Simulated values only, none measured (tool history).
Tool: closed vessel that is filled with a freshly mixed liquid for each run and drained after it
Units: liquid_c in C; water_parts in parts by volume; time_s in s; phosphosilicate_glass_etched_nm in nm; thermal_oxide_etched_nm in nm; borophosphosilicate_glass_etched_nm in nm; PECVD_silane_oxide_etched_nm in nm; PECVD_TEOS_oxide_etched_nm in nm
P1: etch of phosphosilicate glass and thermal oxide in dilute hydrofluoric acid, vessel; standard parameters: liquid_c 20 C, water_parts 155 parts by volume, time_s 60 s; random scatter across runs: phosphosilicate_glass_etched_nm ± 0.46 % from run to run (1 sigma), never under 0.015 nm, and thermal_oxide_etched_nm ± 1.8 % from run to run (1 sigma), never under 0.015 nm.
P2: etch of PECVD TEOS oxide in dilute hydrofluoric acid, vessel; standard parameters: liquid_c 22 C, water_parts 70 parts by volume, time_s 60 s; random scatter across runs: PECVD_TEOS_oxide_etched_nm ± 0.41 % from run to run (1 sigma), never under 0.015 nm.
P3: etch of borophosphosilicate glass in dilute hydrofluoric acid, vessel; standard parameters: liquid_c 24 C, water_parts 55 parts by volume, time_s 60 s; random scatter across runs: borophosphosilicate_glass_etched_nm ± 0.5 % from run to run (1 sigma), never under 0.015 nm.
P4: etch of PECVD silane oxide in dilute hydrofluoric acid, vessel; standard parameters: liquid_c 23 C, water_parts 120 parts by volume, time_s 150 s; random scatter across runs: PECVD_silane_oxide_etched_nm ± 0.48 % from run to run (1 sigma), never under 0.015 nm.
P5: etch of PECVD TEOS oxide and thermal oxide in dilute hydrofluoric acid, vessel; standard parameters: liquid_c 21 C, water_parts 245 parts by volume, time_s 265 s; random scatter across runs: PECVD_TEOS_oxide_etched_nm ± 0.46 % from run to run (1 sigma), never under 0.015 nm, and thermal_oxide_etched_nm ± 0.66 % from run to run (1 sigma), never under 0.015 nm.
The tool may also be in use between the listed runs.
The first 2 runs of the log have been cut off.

run,day,process,liquid_c,water_parts,time_s,hours since the thermometer was replaced,hours since the hydrofluoric acid flow meter was replaced,phosphosilicate_glass_etched_nm,thermal_oxide_etched_nm,borophosphosilicate_glass_etched_nm,PECVD_silane_oxide_etched_nm,PECVD_TEOS_oxide_etched_nm
3,1.579,P3,24,55,60,959.7,487.6,,,67.815,,
4,2.125,P1,20,155,35,972.8,500.7,17.32,0.80642,,,
5,2.529,P1,20,50,60,982.5,510.4,104.18,4.851,,,
6,3.054,P4,23,120,300,995.1,523,,,,92.094,
7,3.604,P3,24,90,60,1008.3,536.2,,,39.463,,
8,4.029,P5,29,245,265,1018.5,546.4,,5.4563,,,9.2271
9,4.65,P1,20,155,60,1033.4,561.3,29.535,1.4023,,,
10,5.246,P1,20,155,60,1047.7,575.6,29.871,1.4622,,,
11,5.767,P5,21,245,70,1060.2,588.1,,1.0958,,,1.8675
12,6.158,P2,17,70,60,1069.6,597.5,,,,,8.5315
13,6.679,P5,21,245,265,1082.1,610,,4.0466,,,6.9816
14,7.279,P2,22,70,60,1096.5,624.4,,,,,10.432
15,7.833,P1,20,280,30,1109.8,637.7,7.3228,0.35382,,,
16,8.35,P1,17,155,60,1122.2,650.1,26.492,1.2459,,,
17,8.779,P4,23,40,150,1132.5,660.4,,,,152.66,
18,9.412,P2,22,120,60,1147.7,675.6,,,,,5.7634
19,10.117,P1,27,155,60,1164.6,692.5,39.271,1.8961,,,
20,10.742,P4,17,120,150,1179.6,707.5,,,,36.21,
21,11.45,P3,18.5,55,60,1196.6,724.5,,,53.22,,
22,11.946,P3,24,55,30,1208.5,736.4,,,33.875,,
23,12.375,P2,22,70,30,1218.8,746.7,,,,,5.2295

Run 24 comes next. What will it give?
24,13.071,P3,24,55,60,1235.5,763.4,,,?,,

Run 24 yielded borophosphosilicate_glass_etched_nm 66.862 nm.

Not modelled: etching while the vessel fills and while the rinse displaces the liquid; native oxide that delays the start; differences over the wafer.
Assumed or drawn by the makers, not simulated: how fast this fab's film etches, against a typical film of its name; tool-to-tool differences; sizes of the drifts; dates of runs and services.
